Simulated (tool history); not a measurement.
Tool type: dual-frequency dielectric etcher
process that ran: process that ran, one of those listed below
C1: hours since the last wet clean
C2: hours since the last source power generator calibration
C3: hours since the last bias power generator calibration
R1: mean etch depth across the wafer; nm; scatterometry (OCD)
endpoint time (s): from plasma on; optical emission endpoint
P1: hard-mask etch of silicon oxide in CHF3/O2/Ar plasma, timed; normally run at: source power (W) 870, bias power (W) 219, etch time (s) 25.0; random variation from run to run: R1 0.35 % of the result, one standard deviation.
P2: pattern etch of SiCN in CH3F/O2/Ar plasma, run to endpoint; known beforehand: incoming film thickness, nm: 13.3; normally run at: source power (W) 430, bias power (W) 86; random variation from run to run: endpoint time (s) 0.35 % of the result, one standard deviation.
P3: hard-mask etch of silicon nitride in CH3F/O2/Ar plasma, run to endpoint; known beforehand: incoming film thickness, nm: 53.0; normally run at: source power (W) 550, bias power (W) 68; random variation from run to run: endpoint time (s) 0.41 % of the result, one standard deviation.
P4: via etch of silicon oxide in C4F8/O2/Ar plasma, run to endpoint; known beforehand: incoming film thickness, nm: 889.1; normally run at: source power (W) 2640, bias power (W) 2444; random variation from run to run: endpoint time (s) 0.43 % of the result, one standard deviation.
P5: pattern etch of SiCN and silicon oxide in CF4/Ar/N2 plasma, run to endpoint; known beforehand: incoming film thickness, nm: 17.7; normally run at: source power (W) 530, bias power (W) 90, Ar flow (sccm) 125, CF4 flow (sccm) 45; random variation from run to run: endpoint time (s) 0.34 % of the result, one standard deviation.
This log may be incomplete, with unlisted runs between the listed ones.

run 1 hour=4.4 | process_that_ran=P1 source_power_(W)=870 bias_power_(W)=219 etch_time_(s)=25.0 | C1=105.2 C2=781.1 C3=420.6 | R1=61.238
run 2 hour=11.1 | process_that_ran=P4 source_power_(W)=3680 bias_power_(W)=2444 | C1=111.9 C2=787.8 C3=427.3 | endpoint_time_(s)=132.220
run 3 hour=17.9 | process_that_ran=P1 source_power_(W)=870 bias_power_(W)=219 etch_time_(s)=25.0 | C1=118.7 C2=794.6 C3=434.1 | R1=61.583
run 4 hour=21.0 | process_that_ran=P5 source_power_(W)=530 bias_power_(W)=90 Ar_flow_(sccm)=125 CF4_flow_(sccm)=61 | C1=121.8 C2=797.7 C3=437.2 | endpoint_time_(s)=17.097
run 5 hour=25.0 | process_that_ran=P2 source_power_(W)=430 bias_power_(W)=86 | C1=125.8 C2=801.7 C3=441.2 | endpoint_time_(s)=32.231
run 6 hour=31.3 | process_that_ran=P5 source_power_(W)=530 bias_power_(W)=66 Ar_flow_(sccm)=125 CF4_flow_(sccm)=45 | C1=132.1 C2=808.0 C3=447.5 | endpoint_time_(s)=20.200
run 7 hour=37.6 | process_that_ran=P4 source_power_(W)=2640 bias_power_(W)=1682 | C1=138.4 C2=814.3 C3=453.8 | endpoint_time_(s)=168.000
run 8 hour=42.5 | process_that_ran=P1 source_power_(W)=1120 bias_power_(W)=219 etch_time_(s)=25.0 | C1=143.3 C2=819.2 C3=458.7 | R1=67.626
run 9 hour=45.5 | process_that_ran=P1 source_power_(W)=870 bias_power_(W)=219 etch_time_(s)=14.0 | C1=146.3 C2=822.2 C3=461.7 | R1=34.483
run 10 hour=51.2 | process_that_ran=P2 source_power_(W)=580 bias_power_(W)=86 | C1=152.0 C2=827.9 C3=467.4 | endpoint_time_(s)=28.722
run 11 hour=54.6 | process_that_ran=P5 source_power_(W)=530 bias_power_(W)=90 Ar_flow_(sccm)=171 CF4_flow_(sccm)=45 | C1=155.4 C2=831.3 C3=470.8 | endpoint_time_(s)=18.747
run 12 hour=60.9 | process_that_ran=P3 source_power_(W)=550 bias_power_(W)=68 | C1=161.7 C2=837.6 C3=477.1 | endpoint_time_(s)=71.753
-- hour=61.3 bias power generator calibrated
run 13 hour=65.3 | process_that_ran=P4 source_power_(W)=2640 bias_power_(W)=2444 | C1=166.1 C2=842.0 C3=4.0 | endpoint_time_(s)=151.510
run 14 hour=70.8 | process_that_ran=P3 source_power_(W)=690 bias_power_(W)=68 | C1=171.6 C2=847.5 C3=9.5 | endpoint_time_(s)=65.315
run 15 hour=74.8 | process_that_ran=P1 source_power_(W)=870 bias_power_(W)=308 etch_time_(s)=25.0 | C1=175.6 C2=851.5 C3=13.5 | R1=69.732
run 16 hour=78.1 | process_that_ran=P1 source_power_(W)=700 bias_power_(W)=219 etch_time_(s)=25.0 | C1=178.9 C2=854.8 C3=16.8 | R1=56.569
run 17 hour=83.2 | process_that_ran=P2 source_power_(W)=430 bias_power_(W)=86 | C1=184.0 C2=859.9 C3=21.9 | endpoint_time_(s)=32.346
run 18 hour=86.4 | process_that_ran=P5 source_power_(W)=530 bias_power_(W)=90 Ar_flow_(sccm)=125 CF4_flow_(sccm)=45 | C1=187.2 C2=863.1 C3=25.1 | endpoint_time_(s)=17.979
run 19 hour=90.6 | process_that_ran=P1 source_power_(W)=870 bias_power_(W)=219 etch_time_(s)=25.0 | C1=191.4 C2=867.3 C3=29.3 | R1=60.870
run 20 hour=94.4 | process_that_ran=P1 source_power_(W)=1220 bias_power_(W)=219 etch_time_(s)=14.5 | C1=195.2 C2=871.1 C3=33.1 | R1=40.595
run 21 hour=100.4 | process_that_ran=P1 source_power_(W)=870 bias_power_(W)=219 etch_time_(s)=25.0 | C1=201.2 C2=877.1 C3=39.1 | R1=61.415
run 22 hour=104.4 | process_that_ran=P5 source_power_(W)=720 bias_power_(W)=90 Ar_flow_(sccm)=125 CF4_flow_(sccm)=45 | C1=205.2 C2=881.1 C3=43.1 | endpoint_time_(s)=13.783
run 23 hour=110.9 | process_that_ran=P1 source_power_(W)=870 bias_power_(W)=159 etch_time_(s)=25.0 | C1=211.7 C2=887.6 C3=49.6 | R1=55.205
run 24 hour=117.0 | process_that_ran=P2 source_power_(W)=430 bias_power_(W)=60 | C1=217.8 C2=893.7 C3=55.7 | endpoint_time_(s)=36.563
run 25 hour=120.5 | process_that_ran=P4 source_power_(W)=2640 bias_power_(W)=2444 | C1=221.3 C2=897.2 C3=59.2 | endpoint_time_(s)=150.530
run 26 hour=123.9 | process_that_ran=P1 source_power_(W)=870 bias_power_(W)=219 etch_time_(s)=33.5 | C1=224.7 C2=900.6 C3=62.6 | R1=82.650
run 27 hour=126.9 | process_that_ran=P3 source_power_(W)=550 bias_power_(W)=68 | C1=227.7 C2=903.6 C3=65.6 | endpoint_time_(s)=71.416
run 28 hour=130.8 | process_that_ran=P3 source_power_(W)=550 bias_power_(W)=88 | C1=231.6 C2=907.5 C3=69.5 | endpoint_time_(s)=65.706
run 29 hour=137.6 | process_that_ran=P1 source_power_(W)=870 bias_power_(W)=219 etch_time_(s)=25.0 | C1=238.4 C2=914.3 C3=76.3 | R1=61.363
run 30 hour=142.1 | process_that_ran=P1 source_power_(W)=870 bias_power_(W)=219 etch_time_(s)=25.0 | C1=242.9 C2=918.8 C3=80.8 | R1=61.891
run 31 hour=147.3 | process_that_ran=P1 source_power_(W)=870 bias_power_(W)=219 etch_time_(s)=25.0 | C1=248.1 C2=924.0 C3=86.0 | R1=60.547
run 32 hour=151.4 | process_that_ran=P1 source_power_(W)=870 bias_power_(W)=219 etch_time_(s)=25.0 | C1=252.2 C2=928.1 C3=90.1 | R1=60.483
run 33 hour=154.4 | process_that_ran=P1 source_power_(W)=870 bias_power_(W)=219 etch_time_(s)=25.0 | C1=255.2 C2=931.1 C3=93.1 | R1=60.861
-- hour=154.5 wet clean of the chamber
run 34 hour=160.3 | process_that_ran=P1 source_power_(W)=870 bias_power_(W)=219 etch_time_(s)=25.0 | C1=5.9 C2=937.0 C3=99.0 | R1=60.301
run 35 hour=163.9 | process_that_ran=P1 source_power_(W)=870 bias_power_(W)=219 etch_time_(s)=25.0 | C1=9.5 C2=940.6 C3=102.6 | R1=60.171
run 36 hour=169.7 | process_that_ran=P1 source_power_(W)=870 bias_power_(W)=219 etch_time_(s)=25.0 | C1=15.3 C2=946.4 C3=108.4 | R1=60.157

P1 no longer gives what it gave before; its output has crept away from where it was. The following 2 causes, each at its listed size, fit the log equally well:
A: source power that arrives under what is set, % = 4.46
B: bias power that arrives under what is set, % = 5
The onset of the drift is placed at about hour 142.1.
Every other cause this tool's parts could produce, and why it does not fit the log:
chamber walls in a state that lowers the etch rate, %: serviced at hour 154.5, after the change had begun; the process did not return to its earlier output

Below are 4 check runs, each averaged over 2 wafers, with their results shown as question marks. Which of them would give clearly different results depending on which cause is behind the drift?
run check 1 hour=175.5 | process_that_ran=P2 source_power_(W)=560 bias_power_(W)=62 | endpoint_time_(s)=?
run check 2 hour=175.5 | process_that_ran=P3 source_power_(W)=550 bias_power_(W)=88 | endpoint_time_(s)=?
run check 3 hour=175.5 | process_that_ran=P5 source_power_(W)=530 bias_power_(W)=90 Ar_flow_(sccm)=125 CF4_flow_(sccm)=60 | endpoint_time_(s)=?
run check 4 hour=175.5 | process_that_ran=P4 source_power_(W)=3390 bias_power_(W)=2444 | endpoint_time_(s)=?

What every check run would give for each of its results, assuming each possible cause in turn:
check=check_1 result=endpoint_time_(s) if_A=33.299 if_B=33.281
check=check_2 result=endpoint_time_(s) if_A=66.290 if_B=66.332
check=check_3 result=endpoint_time_(s) if_A=17.865 if_B=17.495
check=check_4 result=endpoint_time_(s) if_A=139.490 if_B=138.990
Per check, the gap between the least separated pair of causes, taken in the result that splits them most: check 1 0.05 %; check 2 0.06 %; check 3 2.09 %; check 4 0.36 %
Only in check 3 would the causes give clearly different results; in the remaining checks their results would be nearly the same.

Check 3 was carried out, with these results: endpoint time (s) 17.852. Which of the listed causes is responsible?

A is the cause: source power that arrives under what is set, %.
